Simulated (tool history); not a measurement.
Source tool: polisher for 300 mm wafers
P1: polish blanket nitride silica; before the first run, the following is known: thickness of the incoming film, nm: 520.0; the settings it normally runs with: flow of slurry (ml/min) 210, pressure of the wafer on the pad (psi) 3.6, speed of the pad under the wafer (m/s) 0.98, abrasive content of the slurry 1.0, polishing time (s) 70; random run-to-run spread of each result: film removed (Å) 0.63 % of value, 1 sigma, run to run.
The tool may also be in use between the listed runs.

run,hour,flow of slurry (ml/min),pressure of the wafer on the pad (psi),speed of the pad under the wafer (m/s),abrasive content of the slurry,polishing time (s),wafers polished on this pad,hours since the slurry nozzle was cleaned,hours since the head pressure was calibrated,hours since the slurry blender was calibrated,hours since the conditioning disc was replaced,film removed (Å)
1,11.1,210,3.6,0.98,1.0,70,230,302.2,588.7,47.1,176.1,359.34
2,28.2,210,3.6,0.98,0.5,70,333,319.3,605.8,64.2,193.2,244.85
3,43.4,210,4.5,0.98,1.0,54,424,334.5,621.0,79.4,208.4,347.59
4,53.4,210,5.3,0.98,1.0,70,484,344.5,631.0,89.4,218.4,529.90
5,67.1,210,3.6,0.98,1.0,70,566,358.2,644.7,103.1,232.1,360.35
6,78.1,210,3.6,0.98,1.0,105,632,369.2,655.7,114.1,243.1,537.85
7,88.9,210,3.6,0.98,1.4,70,697,380.0,666.5,124.9,253.9,407.85
8,105.2,210,3.6,0.98,1.0,70,795,396.3,682.8,141.2,270.2,355.94
9,122.1,210,1.6,0.98,1.0,70,896,413.2,699.7,158.1,287.1,158.70
10,139.6,125,3.6,0.98,1.0,70,1001,430.7,717.2,175.6,304.6,332.91
# hour 146.5: head pressure recalibrated
11,148.3,210,4.6,0.98,1.0,48,1053,439.4,1.9,184.3,313.3,311.06
12,163.4,210,3.6,0.98,1.0,40,1144,454.5,17.0,199.4,328.4,204.61
13,177.5,210,3.6,0.98,1.0,70,1229,468.6,31.1,213.5,342.5,358.01
14,187.7,210,3.6,1.52,1.0,70,1290,478.8,41.3,223.7,352.7,505.26
15,201.6,275,3.6,0.98,1.0,70,1373,492.7,55.2,237.6,366.6,365.90
16,215.9,210,3.6,0.98,1.0,70,1459,507.0,69.5,251.9,380.9,355.31
17,231.2,210,3.6,0.98,1.0,70,1551,522.3,84.8,267.2,396.2,357.84
18,245.5,210,3.6,0.60,1.0,70,1637,536.6,99.1,281.5,410.5,239.68
19,254.0,210,3.6,0.98,1.0,70,1688,545.1,107.6,290.0,419.0,357.47
20,264.0,210,3.6,0.98,1.0,70,1748,555.1,117.6,300.0,429.0,341.69
21,276.4,210,3.6,0.98,1.0,70,1822,567.5,130.0,312.4,441.4,333.94

Forecast run 22:
22,285.4,210,3.6,0.98,1.0,70,1876,576.5,139.0,321.4,450.4,?

{"run 22": {"film removed (Å)": 331.7}}
